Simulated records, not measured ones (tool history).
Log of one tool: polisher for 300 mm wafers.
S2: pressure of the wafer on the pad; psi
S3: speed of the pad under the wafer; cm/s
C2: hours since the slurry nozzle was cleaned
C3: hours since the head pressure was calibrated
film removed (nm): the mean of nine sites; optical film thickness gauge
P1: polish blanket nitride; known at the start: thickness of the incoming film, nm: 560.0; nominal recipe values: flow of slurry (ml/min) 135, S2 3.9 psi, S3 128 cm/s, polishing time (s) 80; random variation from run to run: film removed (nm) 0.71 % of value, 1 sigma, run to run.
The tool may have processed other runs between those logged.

{"run": 1, "hour": 14.4, "flow of slurry (ml/min)": 135, "S2": 3.9, "S3": 128, "polishing time (s)": 80, "wafers polished on this pad": 552, "C2": 225, "C3": 211.1, "film removed (nm)": 152.42}
{"run": 2, "hour": 28.5, "flow of slurry (ml/min)": 135, "S2": 3.9, "S3": 60, "polishing time (s)": 80, "wafers polished on this pad": 662, "C2": 239.1, "C3": 225.2, "film removed (nm)": 83.922}
{"run": 3, "hour": 36.9, "flow of slurry (ml/min)": 185, "S2": 3.9, "S3": 128, "polishing time (s)": 80, "wafers polished on this pad": 727, "C2": 247.5, "C3": 233.6, "film removed (nm)": 163.61}
{"run": 4, "hour": 47.4, "flow of slurry (ml/min)": 135, "S2": 3.9, "S3": 174, "polishing time (s)": 80, "wafers polished on this pad": 809, "C2": 258, "C3": 244.1, "film removed (nm)": 195.83}
{"run": 5, "hour": 59.9, "flow of slurry (ml/min)": 135, "S2": 3.9, "S3": 128, "polishing time (s)": 80, "wafers polished on this pad": 906, "C2": 270.5, "C3": 256.6, "film removed (nm)": 156.74}
{"run": 6, "hour": 66.8, "flow of slurry (ml/min)": 135, "S2": 3.9, "S3": 128, "polishing time (s)": 80, "wafers polished on this pad": 960, "C2": 277.4, "C3": 263.5, "film removed (nm)": 155.8}
{"run": 7, "hour": 74.8, "flow of slurry (ml/min)": 80, "S2": 3.9, "S3": 128, "polishing time (s)": 80, "wafers polished on this pad": 1022, "C2": 285.4, "C3": 271.5, "film removed (nm)": 135.52}
{"run": 8, "hour": 81.6, "flow of slurry (ml/min)": 135, "S2": 3.9, "S3": 128, "polishing time (s)": 108, "wafers polished on this pad": 1075, "C2": 292.2, "C3": 278.3, "film removed (nm)": 209.21}
{"run": 9, "hour": 91.6, "flow of slurry (ml/min)": 135, "S2": 1.8, "S3": 128, "polishing time (s)": 80, "wafers polished on this pad": 1153, "C2": 302.2, "C3": 288.3, "film removed (nm)": 71.067}
{"run": 10, "hour": 104.2, "flow of slurry (ml/min)": 100, "S2": 3.9, "S3": 92, "polishing time (s)": 80, "wafers polished on this pad": 1251, "C2": 314.8, "C3": 300.9, "film removed (nm)": 111.66}
{"run": 11, "hour": 114.8, "flow of slurry (ml/min)": 135, "S2": 5.2, "S3": 128, "polishing time (s)": 80, "wafers polished on this pad": 1333, "C2": 325.4, "C3": 311.5, "film removed (nm)": 206.47}
{"run": 12, "hour": 127.9, "flow of slurry (ml/min)": 135, "S2": 3.9, "S3": 128, "polishing time (s)": 80, "wafers polished on this pad": 1435, "C2": 338.5, "C3": 324.6, "film removed (nm)": 155.29}
{"run": 13, "hour": 140.5, "flow of slurry (ml/min)": 135, "S2": 3.9, "S3": 128, "polishing time (s)": 55, "wafers polished on this pad": 1533, "C2": 351.1, "C3": 337.2, "film removed (nm)": 105.96}
{"run": 14, "hour": 151.1, "flow of slurry (ml/min)": 180, "S2": 3.9, "S3": 128, "polishing time (s)": 60, "wafers polished on this pad": 1616, "C2": 361.7, "C3": 347.8, "film removed (nm)": 121.9}
{"run": 15, "hour": 157.9, "flow of slurry (ml/min)": 135, "S2": 5.3, "S3": 128, "polishing time (s)": 45, "wafers polished on this pad": 1669, "C2": 368.5, "C3": 354.6, "film removed (nm)": 119.41}
{"run": 16, "hour": 170.7, "flow of slurry (ml/min)": 135, "S2": 3.9, "S3": 128, "polishing time (s)": 80, "wafers polished on this pad": 1768, "C2": 381.3, "C3": 367.4, "film removed (nm)": 154.63}
{"run": 17, "hour": 181.9, "flow of slurry (ml/min)": 135, "S2": 3.9, "S3": 128, "polishing time (s)": 80, "wafers polished on this pad": 1855, "C2": 392.5, "C3": 378.6, "film removed (nm)": 153.65}
{"run": 18, "hour": 194.6, "flow of slurry (ml/min)": 135, "S2": 3.9, "S3": 128, "polishing time (s)": 80, "wafers polished on this pad": 1954, "C2": 405.2, "C3": 391.3, "film removed (nm)": 148.3}
{"run": 19, "hour": 201.0, "flow of slurry (ml/min)": 135, "S2": 3.9, "S3": 128, "polishing time (s)": 80, "wafers polished on this pad": 2004, "C2": 411.6, "C3": 397.7, "film removed (nm)": 146.17}
{"run": 20, "hour": 213.0, "flow of slurry (ml/min)": 135, "S2": 3.9, "S3": 128, "polishing time (s)": 80, "wafers polished on this pad": 2097, "C2": 423.6, "C3": 409.7, "film removed (nm)": 146.56}

Run 21 is up next; what results do you expect?
{"run": 21, "hour": 221.0, "flow of slurry (ml/min)": 135, "S2": 3.9, "S3": 128, "polishing time (s)": 80, "wafers polished on this pad": 2160, "C2": 431.6, "C3": 417.7, "film removed (nm)": "?"}

Run 21 produced film removed (nm) 141.97.
